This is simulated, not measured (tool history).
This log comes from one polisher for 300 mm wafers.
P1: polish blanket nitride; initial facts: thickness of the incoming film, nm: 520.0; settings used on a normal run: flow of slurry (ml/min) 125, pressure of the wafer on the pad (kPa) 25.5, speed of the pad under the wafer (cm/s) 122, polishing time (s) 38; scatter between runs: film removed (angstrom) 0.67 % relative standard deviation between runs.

run,hour,flow of slurry (ml/min),pressure of the wafer on the pad (kPa),speed of the pad under the wafer (cm/s),polishing time (s),wafers polished on this pad,hours since the slurry nozzle was cleaned,hours since the head pressure was calibrated,film removed (angstrom)
1,8.3,125,25.5,122,38,301,249.3,985.9,747.06
2,24.6,125,11.7,122,38,430,265.6,1002.2,343.17
3,34.4,125,35.9,122,38,508,275.4,1012.0,1058.20
4,52.0,125,25.5,122,38,647,293.0,1029.6,749.79
5,68.4,75,37.2,122,38,777,309.4,1046.0,961.87
6,86.3,125,25.5,122,38,919,327.3,1063.9,750.04
7,103.5,125,25.5,60,38,1056,344.5,1081.1,419.70
8,112.5,125,25.5,122,25,1127,353.5,1090.1,488.91
9,125.7,125,25.5,176,38,1232,366.7,1103.3,1008.40
10,144.3,125,25.5,122,38,1379,385.3,1121.9,739.91
11,162.2,185,25.5,122,38,1521,403.2,1139.8,796.08
12,171.9,75,25.5,122,38,1598,412.9,1149.5,657.17
13,180.8,125,25.5,122,38,1669,421.8,1158.4,747.99
14,193.9,125,25.5,122,58,1772,434.9,1171.5,1128.20
15,210.2,85,15.2,122,38,1902,451.2,1187.8,403.21
16,225.8,75,25.5,122,19,2025,466.8,1203.4,326.29
17,234.5,125,25.5,122,38,2094,475.5,1212.1,750.57
18,252.8,125,25.5,122,38,2240,493.8,1230.4,716.10
19,265.1,125,25.5,122,38,2337,506.1,1242.7,707.28
20,283.4,125,25.5,122,38,2482,524.4,1261.0,691.88
# hour 290.9: worn pad replaced by a new one
21,296.9,125,25.5,122,38,47,537.9,1274.5,691.86
22,314.0,125,25.5,122,38,183,555.0,1291.6,694.66
23,325.4,125,25.5,122,38,273,566.4,1303.0,691.39
24,336.2,125,25.5,122,38,359,577.2,1313.8,684.29
25,353.5,125,25.5,122,38,496,594.5,1331.1,682.57
26,368.3,125,25.5,122,38,613,609.3,1345.9,688.31
27,386.7,125,25.5,122,38,759,627.7,1364.3,676.82

Something has made what P1 gives creep away from where it was; the 2 causes below, each at its own stated size, fit the log equally well:
A: head's pressure below its setpoint, % = 8.41
B: slurry flow missing at the pad, % = 30.7
The onset of the drift is placed at about hour 234.5.
Every other cause this tool's parts could produce, and why it does not fit the log:
removal rate lost through wear of the pad, %: its service at hour 290.9 followed the start of the drift and did not put the process back to its old value

Which of the 4 check runs listed below, each an average over 5 wafers with its results shown as question marks, gives clearly different results under the different listed causes?
check 1,405.1,125,33.1,80,38,,,,?
check 2,405.1,95,25.5,122,47,,,,?
check 3,405.1,125,17.9,122,38,,,,?
check 4,405.1,125,17.2,122,38,,,,?

What every check run would give for each of its results, assuming each possible cause in turn:
check,result,if A,if B
check 1,film removed (angstrom),630.94,630.91
check 2,film removed (angstrom),791.60,773.04
check 3,film removed (angstrom),479.00,478.97
check 4,film removed (angstrom),460.58,460.55
Separation of the two closest causes in each check, using whichever result separates them best: check 1 0.01 %; check 2 2.37 %; check 3 0.01 %; check 4 0.01 %
Check 2 is the one run that separates the causes; every other check would come out nearly the same whichever cause is at work.

Here is what check 2 returned: film removed (angstrom) 792.77. Which cause is it?

Of the candidate causes, it is A: head's pressure below its setpoint, %.
